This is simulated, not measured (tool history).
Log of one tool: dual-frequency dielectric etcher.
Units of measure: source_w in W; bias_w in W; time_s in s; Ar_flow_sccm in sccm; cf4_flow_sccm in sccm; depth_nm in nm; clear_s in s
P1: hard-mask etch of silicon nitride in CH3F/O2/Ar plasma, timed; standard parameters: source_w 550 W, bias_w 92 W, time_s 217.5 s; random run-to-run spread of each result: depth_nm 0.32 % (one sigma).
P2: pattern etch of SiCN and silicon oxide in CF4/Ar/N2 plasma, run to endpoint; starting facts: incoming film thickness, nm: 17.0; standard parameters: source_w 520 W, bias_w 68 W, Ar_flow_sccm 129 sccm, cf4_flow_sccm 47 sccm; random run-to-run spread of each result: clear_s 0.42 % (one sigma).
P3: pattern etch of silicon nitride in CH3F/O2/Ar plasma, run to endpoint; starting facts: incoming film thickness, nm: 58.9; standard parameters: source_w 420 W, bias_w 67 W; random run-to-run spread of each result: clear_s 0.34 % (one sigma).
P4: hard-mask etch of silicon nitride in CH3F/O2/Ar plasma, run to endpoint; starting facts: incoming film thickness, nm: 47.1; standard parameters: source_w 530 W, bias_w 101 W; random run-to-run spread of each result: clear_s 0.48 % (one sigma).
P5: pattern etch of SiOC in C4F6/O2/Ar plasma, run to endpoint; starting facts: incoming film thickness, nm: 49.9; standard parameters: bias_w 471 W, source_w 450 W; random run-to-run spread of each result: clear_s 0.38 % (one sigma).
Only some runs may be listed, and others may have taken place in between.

Run 1, hour 6.2: process P1, source_w 550 W, bias_w 92 W, time_s 217.5 s. Result: depth_nm 180.55 nm.
Run 2, hour 17.3: process P4, source_w 530 W, bias_w 101 W. Result: clear_s 54.024 s.
Run 3, hour 27.6: process P2, source_w 730 W, bias_w 68 W, Ar_flow_sccm 129 sccm, cf4_flow_sccm 47 sccm. Result: clear_s 14.894 s.
Run 4, hour 37.9: process P1, source_w 550 W, bias_w 92 W, time_s 217.5 s. Result: depth_nm 181.25 nm.
Run 5, hour 44.9: process P1, source_w 550 W, bias_w 92 W, time_s 295.5 s. Result: depth_nm 243.51 nm.
Run 6, hour 50.3: process P4, source_w 630 W, bias_w 101 W. Result: clear_s 50.365 s.
Run 7, hour 60.1: process P2, source_w 520 W, bias_w 68 W, Ar_flow_sccm 129 sccm, cf4_flow_sccm 47 sccm. Result: clear_s 19.797 s.
Run 8, hour 65.8: process P1, source_w 550 W, bias_w 119 W, time_s 217.5 s. Result: depth_nm 199.23 nm.
Run 9, hour 77.1: process P1, source_w 550 W, bias_w 64 W, time_s 217.5 s. Result: depth_nm 159.54 nm.
Run 10, hour 89.2: process P3, source_w 420 W, bias_w 91 W. Result: clear_s 76.426 s.
Run 11, hour 101.2: process P4, source_w 530 W, bias_w 101 W. Result: clear_s 53.935 s.
Run 12, hour 113.2: process P5, source_w 450 W, bias_w 471 W. Result: clear_s 16.516 s.
Run 13, hour 122.9: process P1, source_w 550 W, bias_w 92 W, time_s 217.5 s. Result: depth_nm 180.92 nm.
Run 14, hour 129.6: process P2, source_w 520 W, bias_w 68 W, Ar_flow_sccm 129 sccm, cf4_flow_sccm 64 sccm. Result: clear_s 18.931 s.
Run 15, hour 139.1: process P3, source_w 420 W, bias_w 67 W. Result: clear_s 85.133 s.
Run 16, hour 150.4: process P3, source_w 570 W, bias_w 67 W. Result: clear_s 75.642 s.
Run 17, hour 156.4: process P1, source_w 770 W, bias_w 92 W, time_s 217.5 s. Result: depth_nm 205.50 nm.
Run 18, hour 165.2: process P1, source_w 550 W, bias_w 92 W, time_s 217.5 s. Result: depth_nm 179.96 nm.
Run 19, hour 177.3: process P1, source_w 330 W, bias_w 92 W, time_s 217.5 s. Result: depth_nm 149.23 nm.
Run 20, hour 185.6: process P4, source_w 530 W, bias_w 121 W. Result: clear_s 50.465 s.
Run 21, hour 193.8: process P1, source_w 550 W, bias_w 92 W, time_s 145.0 s. Result: depth_nm 121.34 nm.
Run 22, hour 199.6: process P5, source_w 450 W, bias_w 606 W. Result: clear_s 14.991 s.
Run 23, hour 208.2: process P5, source_w 570 W, bias_w 471 W. Result: clear_s 15.223 s.
At hour 211.3: wet clean of the chamber.
Run 24, hour 220.0: process P1, source_w 550 W, bias_w 92 W, time_s 217.5 s. Result: depth_nm 181.59 nm.
Run 25, hour 230.0: process P2, source_w 520 W, bias_w 68 W, Ar_flow_sccm 129 sccm, cf4_flow_sccm 47 sccm. Result: clear_s 19.890 s.
Run 26, hour 237.4: process P2, source_w 520 W, bias_w 41 W, Ar_flow_sccm 129 sccm, cf4_flow_sccm 47 sccm. Result: clear_s 23.572 s.
Run 27, hour 242.6: process P1, source_w 550 W, bias_w 58 W, time_s 261.5 s. Result: depth_nm 186.39 nm.
Run 28, hour 254.7: process P2, source_w 520 W, bias_w 68 W, Ar_flow_sccm 166 sccm, cf4_flow_sccm 47 sccm. Result: clear_s 20.593 s.
Run 29, hour 261.0: process P1, source_w 550 W, bias_w 92 W, time_s 217.5 s. Result: depth_nm 181.44 nm.
Run 30, hour 269.7: process P1, source_w 550 W, bias_w 92 W, time_s 217.5 s. Result: depth_nm 182.28 nm.
Run 31, hour 278.8: process P1, source_w 550 W, bias_w 92 W, time_s 217.5 s. Result: depth_nm 182.76 nm.
Run 32, hour 290.5: process P1, source_w 550 W, bias_w 92 W, time_s 217.5 s. Result: depth_nm 182.52 nm.
Run 33, hour 300.7: process P1, source_w 550 W, bias_w 92 W, time_s 217.5 s. Result: depth_nm 183.36 nm.
At hour 304.3: wet clean of the chamber.
Run 34, hour 308.8: process P1, source_w 550 W, bias_w 92 W, time_s 217.5 s. Result: depth_nm 183.06 nm.
Run 35, hour 318.6: process P1, source_w 550 W, bias_w 92 W, time_s 217.5 s. Result: depth_nm 183.00 nm.
Run 36, hour 328.6: process P1, source_w 550 W, bias_w 92 W, time_s 217.5 s. Result: depth_nm 184.67 nm.

P1 has crept away from where it was. The log is fitted equally well by each of these 2 causes, at the sizes shown:
A: bias power that arrives over what is set, % = 4.57
B: source power that arrives over what is set, % = 4.3
The drift started at roughly hour 261.0.
Why every other cause is out:
chamber walls in a state that raises the etch rate, %: serviced at hour 304.3, after the drift had started, without restoring the earlier output

The 4 check runs listed below each average the results of 3 wafers, and their outcomes are marked with question marks. Under which run would the listed causes produce clearly different results?
Run check 1, hour 338.6: process P4, source_w 530 W, bias_w 101 W. Result: clear_s ?.
Run check 2, hour 338.6: process P5, source_w 450 W, bias_w 471 W. Result: clear_s ?.
Run check 3, hour 338.6: process P2, source_w 520 W, bias_w 68 W, Ar_flow_sccm 129 sccm, cf4_flow_sccm 47 sccm. Result: clear_s ?.
Run check 4, hour 338.6: process P3, source_w 420 W, bias_w 67 W. Result: clear_s ?.

Outcome of each check run for each possible cause:
  check   result    if A    if B
check 1  clear_s  53.142  53.165
check 2  clear_s  16.265  16.280
check 3  clear_s  19.532  19.141
check 4  clear_s  83.784  83.700
Per-check spread between the two closest causes, in the result where they differ most: check 1 0.04 %; check 2 0.09 %; check 3 2.02 %; check 4 0.1 %
Only in check 3 would the causes give clearly different results; in the remaining checks their results would be nearly the same.

Check 3 was then run and gave: clear_s 19.542 s. Which cause is it?

The cause is A: bias power that arrives over what is set, %.
